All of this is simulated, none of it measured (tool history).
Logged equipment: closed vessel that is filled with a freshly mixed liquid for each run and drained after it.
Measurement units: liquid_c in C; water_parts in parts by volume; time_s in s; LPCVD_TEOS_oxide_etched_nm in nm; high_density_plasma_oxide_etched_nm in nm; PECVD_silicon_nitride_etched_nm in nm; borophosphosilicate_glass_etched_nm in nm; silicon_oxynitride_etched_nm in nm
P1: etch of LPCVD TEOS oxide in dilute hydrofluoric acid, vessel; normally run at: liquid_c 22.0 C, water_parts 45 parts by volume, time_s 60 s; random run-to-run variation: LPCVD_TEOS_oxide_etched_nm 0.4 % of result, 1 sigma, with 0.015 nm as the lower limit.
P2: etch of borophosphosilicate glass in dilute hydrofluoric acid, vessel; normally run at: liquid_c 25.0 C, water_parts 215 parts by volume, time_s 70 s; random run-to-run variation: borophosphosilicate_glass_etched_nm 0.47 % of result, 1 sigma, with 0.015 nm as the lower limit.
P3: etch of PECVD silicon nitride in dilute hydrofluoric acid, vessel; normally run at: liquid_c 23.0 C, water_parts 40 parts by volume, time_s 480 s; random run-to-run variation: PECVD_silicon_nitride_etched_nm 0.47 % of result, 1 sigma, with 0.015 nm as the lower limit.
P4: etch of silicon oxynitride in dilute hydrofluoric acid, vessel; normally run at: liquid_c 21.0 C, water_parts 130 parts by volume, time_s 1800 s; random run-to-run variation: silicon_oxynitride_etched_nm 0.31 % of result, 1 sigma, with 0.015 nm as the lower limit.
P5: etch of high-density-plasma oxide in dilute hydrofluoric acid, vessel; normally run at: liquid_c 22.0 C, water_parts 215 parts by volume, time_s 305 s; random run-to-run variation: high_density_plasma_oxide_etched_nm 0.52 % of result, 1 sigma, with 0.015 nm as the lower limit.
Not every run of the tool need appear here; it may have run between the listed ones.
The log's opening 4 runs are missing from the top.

| run | hour | process | liquid_c | water_parts | time_s | hours since the thermometer was replaced | hours since the hydrofluoric acid flow meter was replaced | LPCVD_TEOS_oxide_etched_nm | high_density_plasma_oxide_etched_nm | PECVD_silicon_nitride_etched_nm | borophosphosilicate_glass_etched_nm | silicon_oxynitride_etched_nm |
|---|---|---|---|---|---|---|---|---|---|---|---|---|
| 5 | 39.3 | P1 | 22.0 | 45 | 60 | 746.8 | 272.8 | 31.681 |  |  |  |  |
| 6 | 45.4 | P1 | 17.5 | 45 | 60 | 752.9 | 278.9 | 25.919 |  |  |  |  |
| 7 | 50.1 | P1 | 22.0 | 60 | 60 | 757.6 | 283.6 | 23.336 |  |  |  |  |
| 8 | 55.6 | P1 | 28.0 | 45 | 60 | 763.1 | 289.1 | 40.528 |  |  |  |  |
| 9 | 64.5 | P3 | 23.0 | 40 | 480 | 772.0 | 298.0 |  |  | 18.599 |  |  |
| 10 | 72.1 | P2 | 25.0 | 215 | 70 | 779.6 | 305.6 |  |  |  | 25.894 |  |
| 11 | 81.2 | P1 | 22.0 | 45 | 60 | 788.7 | 314.7 | 31.631 |  |  |  |  |
| 12 | 87.6 | P2 | 32.5 | 215 | 70 | 795.1 | 321.1 |  |  |  | 33.571 |  |
| 13 | 92.2 | P2 | 25.0 | 215 | 110 | 799.7 | 325.7 |  |  |  | 40.820 |  |
| 14 | 101.1 | P4 | 21.0 | 215 | 1800 | 808.6 | 334.6 |  |  |  |  | 11.455 |
| 15 | 106.4 | P1 | 22.0 | 60 | 30 | 813.9 | 339.9 | 11.707 |  |  |  |  |
| 16 | 110.9 | P4 | 21.0 | 130 | 3270 | 818.4 | 344.4 |  |  |  |  | 36.830 |
| 17 | 120.4 | P3 | 23.0 | 40 | 480 | 827.9 | 353.9 |  |  | 18.815 |  |  |
| 18 | 129.5 | P1 | 22.0 | 45 | 90 | 837.0 | 363.0 | 47.076 |  |  |  |  |
| 19 | 137.9 | P3 | 23.0 | 20 | 480 | 845.4 | 371.4 |  |  | 36.228 |  |  |
|  | 145.4 | thermometer replaced |
| 20 | 146.4 | P5 | 22.0 | 90 | 305 | 1.1 | 379.9 |  | 28.360 |  |  |  |
| 21 | 153.2 | P1 | 22.0 | 45 | 60 | 7.9 | 386.7 | 31.647 |  |  |  |  |
| 22 | 159.4 | P5 | 22.0 | 215 | 530 | 14.1 | 392.9 |  | 17.851 |  |  |  |

Run 23, settings as shown, results not yet in. Your forecast:
| 23 | 165.5 | P1 | 22.0 | 45 | 60 | 20.2 | 399.0 | ? |  |  |  |  |

LPCVD_TEOS_oxide_etched_nm: 31.487 nm
